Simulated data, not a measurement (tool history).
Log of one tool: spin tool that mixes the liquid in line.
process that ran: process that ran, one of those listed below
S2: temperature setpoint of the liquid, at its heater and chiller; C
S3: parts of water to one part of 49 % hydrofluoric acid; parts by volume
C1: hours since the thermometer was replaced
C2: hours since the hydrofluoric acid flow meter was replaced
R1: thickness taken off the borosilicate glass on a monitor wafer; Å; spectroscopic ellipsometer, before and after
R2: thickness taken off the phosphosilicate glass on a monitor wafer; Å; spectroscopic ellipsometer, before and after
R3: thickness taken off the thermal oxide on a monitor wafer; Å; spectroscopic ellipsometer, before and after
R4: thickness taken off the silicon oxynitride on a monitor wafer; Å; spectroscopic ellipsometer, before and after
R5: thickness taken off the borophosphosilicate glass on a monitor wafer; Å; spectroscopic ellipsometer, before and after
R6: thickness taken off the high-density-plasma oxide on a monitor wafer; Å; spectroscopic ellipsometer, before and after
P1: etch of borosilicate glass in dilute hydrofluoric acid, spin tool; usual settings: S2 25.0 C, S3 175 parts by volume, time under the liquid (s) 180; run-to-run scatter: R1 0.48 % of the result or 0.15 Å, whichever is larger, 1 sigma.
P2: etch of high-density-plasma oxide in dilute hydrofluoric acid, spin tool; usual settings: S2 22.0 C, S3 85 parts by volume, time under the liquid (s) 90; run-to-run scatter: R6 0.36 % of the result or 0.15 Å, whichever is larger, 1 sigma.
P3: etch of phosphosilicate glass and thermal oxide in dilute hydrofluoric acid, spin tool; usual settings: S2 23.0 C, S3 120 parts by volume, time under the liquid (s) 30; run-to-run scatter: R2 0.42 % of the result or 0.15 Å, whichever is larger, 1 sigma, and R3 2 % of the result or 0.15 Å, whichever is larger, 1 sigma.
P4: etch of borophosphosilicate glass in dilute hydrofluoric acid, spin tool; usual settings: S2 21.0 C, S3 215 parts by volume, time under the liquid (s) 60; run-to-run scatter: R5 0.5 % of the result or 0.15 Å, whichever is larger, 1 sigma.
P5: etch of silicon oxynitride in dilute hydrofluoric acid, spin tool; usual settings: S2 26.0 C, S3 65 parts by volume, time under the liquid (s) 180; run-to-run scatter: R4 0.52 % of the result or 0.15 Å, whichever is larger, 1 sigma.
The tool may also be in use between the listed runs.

Run 1, hour 9.9: process that ran P1, S2 25.0 C, S3 175 parts by volume, time under the liquid (s) 180; C1 246.1; C2 379.7. Result: R1 203.880 Å.
Run 2, hour 18.3: process that ran P3, S2 27.0 C, S3 120 parts by volume, time under the liquid (s) 30; C1 254.5; C2 388.1. Result: R2 383.18 Å, R3 12.5160 Å.
Run 3, hour 30.8: process that ran P5, S2 26.0 C, S3 65 parts by volume, time under the liquid (s) 180; C1 267.0; C2 400.6. Result: R4 150.600 Å.
Run 4, hour 42.2: process that ran P4, S2 21.0 C, S3 215 parts by volume, time under the liquid (s) 115; C1 278.4; C2 412.0. Result: R5 110.530 Å.
Run 5, hour 57.3: process that ran P3, S2 23.0 C, S3 120 parts by volume, time under the liquid (s) 15; C1 293.5; C2 427.1. Result: R2 163.60 Å, R3 5.6183 Å.
Run 6, hour 73.2: process that ran P2, S2 22.0 C, S3 145 parts by volume, time under the liquid (s) 90; C1 309.4; C2 443.0. Result: R6 32.971 Å.
Run 7, hour 88.5: process that ran P1, S2 31.5 C, S3 175 parts by volume, time under the liquid (s) 80; C1 324.7; C2 458.3. Result: R1 116.150 Å.
Run 8, hour 103.7: process that ran P1, S2 25.0 C, S3 175 parts by volume, time under the liquid (s) 180; C1 339.9; C2 473.5. Result: R1 206.080 Å.
Run 9, hour 115.9: process that ran P4, S2 21.0 C, S3 215 parts by volume, time under the liquid (s) 60; C1 352.1; C2 485.7. Result: R5 58.141 Å.
Run 10, hour 128.3: process that ran P3, S2 23.0 C, S3 120 parts by volume, time under the liquid (s) 30; C1 364.5; C2 498.1. Result: R2 329.98 Å, R3 11.0170 Å.
Run 11, hour 138.0: process that ran P1, S2 32.0 C, S3 175 parts by volume, time under the liquid (s) 180; C1 374.2; C2 507.8. Result: R1 264.010 Å.
Run 12, hour 149.3: process that ran P2, S2 22.0 C, S3 85 parts by volume, time under the liquid (s) 90; C1 385.5; C2 519.1. Result: R6 59.762 Å.
Run 13, hour 163.5: process that ran P4, S2 21.0 C, S3 215 parts by volume, time under the liquid (s) 60; C1 399.7; C2 533.3. Result: R5 58.200 Å.
Run 14, hour 174.9: process that ran P2, S2 22.0 C, S3 85 parts by volume, time under the liquid (s) 145; C1 411.1; C2 544.7. Result: R6 97.119 Å.
Run 15, hour 185.9: process that ran P1, S2 25.0 C, S3 175 parts by volume, time under the liquid (s) 300; C1 422.1; C2 555.7. Result: R1 339.880 Å.
Run 16, hour 198.5: process that ran P1, S2 25.0 C, S3 320 parts by volume, time under the liquid (s) 180; C1 434.7; C2 568.3. Result: R1 95.745 Å.
Run 17, hour 208.1: process that ran P5, S2 26.0 C, S3 20 parts by volume, time under the liquid (s) 180; C1 444.3; C2 577.9. Result: R4 504.670 Å.
Run 18, hour 220.7: process that ran P1, S2 25.0 C, S3 60 parts by volume, time under the liquid (s) 180; C1 456.9; C2 590.5. Result: R1 691.530 Å.
Run 19, hour 228.6: process that ran P5, S2 26.0 C, S3 65 parts by volume, time under the liquid (s) 35; C1 464.8; C2 598.4. Result: R4 29.219 Å.
At hour 229.6: hydrofluoric acid flow meter replaced.
Run 20, hour 245.1: process that ran P3, S2 23.0 C, S3 25 parts by volume, time under the liquid (s) 30; C1 481.3; C2 15.5. Result: R2 1782.00 Å, R3 60.2940 Å.
Run 21, hour 252.5: process that ran P1, S2 25.0 C, S3 175 parts by volume, time under the liquid (s) 180; C1 488.7; C2 22.9. Result: R1 205.530 Å.
Run 22, hour 264.7: process that ran P1, S2 17.0 C, S3 175 parts by volume, time under the liquid (s) 180; C1 500.9; C2 35.1. Result: R1 150.670 Å.
Run 23, hour 273.2: process that ran P3, S2 23.0 C, S3 120 parts by volume, time under the liquid (s) 30; C1 509.4; C2 43.6. Result: R2 328.73 Å, R3 10.8780 Å.
Run 24, hour 288.7: process that ran P5, S2 18.5 C, S3 65 parts by volume, time under the liquid (s) 180; C1 524.9; C2 59.1. Result: R4 104.000 Å.
Run 25, hour 301.5: process that ran P4, S2 17.0 C, S3 215 parts by volume, time under the liquid (s) 60; C1 537.7; C2 71.9. Result: R5 49.888 Å.
Run 26, hour 317.2: process that ran P2, S2 17.0 C, S3 85 parts by volume, time under the liquid (s) 90; C1 553.4; C2 87.6. Result: R6 48.773 Å.
Run 27, hour 328.7: process that ran P1, S2 32.0 C, S3 175 parts by volume, time under the liquid (s) 330; C1 564.9; C2 99.1. Result: R1 482.470 Å.
Run 28, hour 345.0: process that ran P5, S2 26.0 C, S3 65 parts by volume, time under the liquid (s) 180; C1 581.2; C2 115.4. Result: R4 149.080 Å.
Run 29, hour 354.2: process that ran P1, S2 25.0 C, S3 175 parts by volume, time under the liquid (s) 30; C1 590.4; C2 124.6. Result: R1 34.342 Å.
Run 30, hour 363.2: process that ran P4, S2 21.0 C, S3 55 parts by volume, time under the liquid (s) 60; C1 599.4; C2 133.6. Result: R5 272.070 Å.
Run 31, hour 376.4: process that ran P1, S2 25.0 C, S3 175 parts by volume, time under the liquid (s) 180; C1 612.6; C2 146.8. Result: R1 204.430 Å.
Run 32, hour 385.1: process that ran P1, S2 25.0 C, S3 175 parts by volume, time under the liquid (s) 180; C1 621.3; C2 155.5. Result: R1 205.340 Å.
Run 33, hour 393.8: process that ran P1, S2 25.0 C, S3 175 parts by volume, time under the liquid (s) 180; C1 630.0; C2 164.2. Result: R1 203.920 Å.
Run 34, hour 407.8: process that ran P1, S2 25.0 C, S3 175 parts by volume, time under the liquid (s) 180; C1 644.0; C2 178.2. Result: R1 212.920 Å.
Run 35, hour 416.5: process that ran P1, S2 25.0 C, S3 175 parts by volume, time under the liquid (s) 180; C1 652.7; C2 186.9. Result: R1 214.260 Å.
Run 36, hour 424.6: process that ran P1, S2 25.0 C, S3 175 parts by volume, time under the liquid (s) 180; C1 660.8; C2 195.0. Result: R1 215.280 Å.
Run 37, hour 434.1: process that ran P1, S2 25.0 C, S3 175 parts by volume, time under the liquid (s) 180; C1 670.3; C2 204.5. Result: R1 218.120 Å.
Run 38, hour 449.1: process that ran P1, S2 25.0 C, S3 175 parts by volume, time under the liquid (s) 180; C1 685.3; C2 219.5. Result: R1 217.010 Å.
Run 39, hour 462.9: process that ran P1, S2 25.0 C, S3 175 parts by volume, time under the liquid (s) 180; C1 699.1; C2 233.3. Result: R1 219.410 Å.
Run 40, hour 474.0: process that ran P1, S2 25.0 C, S3 175 parts by volume, time under the liquid (s) 180; C1 710.2; C2 244.4. Result: R1 219.710 Å.

What P1 gives has crept away from where it was. These 2 causes fit the log equally well, each at the size given:
A: hydrofluoric acid flow above the setpoint (%) = 5.78
B: liquid hotter than its thermometer reads (K) = 1.83
The creep began at about hour 393.8.

4 check runs are offered, each on 2 wafers whose results are averaged, their results left as question marks. Which one tells the causes apart?
Run check 1, hour 485.1: process that ran P4, S2 17.0 C, S3 215 parts by volume, time under the liquid (s) 60. Result: R5 ?.
Run check 2, hour 485.1: process that ran P3, S2 26.5 C, S3 120 parts by volume, time under the liquid (s) 30. Result: R2 ?, R3 ?.
Run check 3, hour 485.1: process that ran P2, S2 22.0 C, S3 130 parts by volume, time under the liquid (s) 130. Result: R6 ?.
Run check 4, hour 485.1: process that ran P5, S2 26.0 C, S3 30 parts by volume, time under the liquid (s) 180. Result: R4 ?.

What each check would give under each cause:
  check  result     if A     if B
check 1      R5   53.072   53.328
check 2      R2   401.92   403.77
check 2      R3  13.3580  13.4200
check 3      R6   57.431   57.866
check 4      R4  355.990  367.300
How far apart the two closest causes lie, in the result that separates them most: check 1 0.48 %; check 2 0.46 %; check 3 0.75 %; check 4 3.13 %
Check 4 tells the causes apart: in the others they would give nearly the same result.

Check 4 was then run and gave: R4 355.410 Å. Which cause is it?

It is A: hydrofluoric acid flow above the setpoint (%).
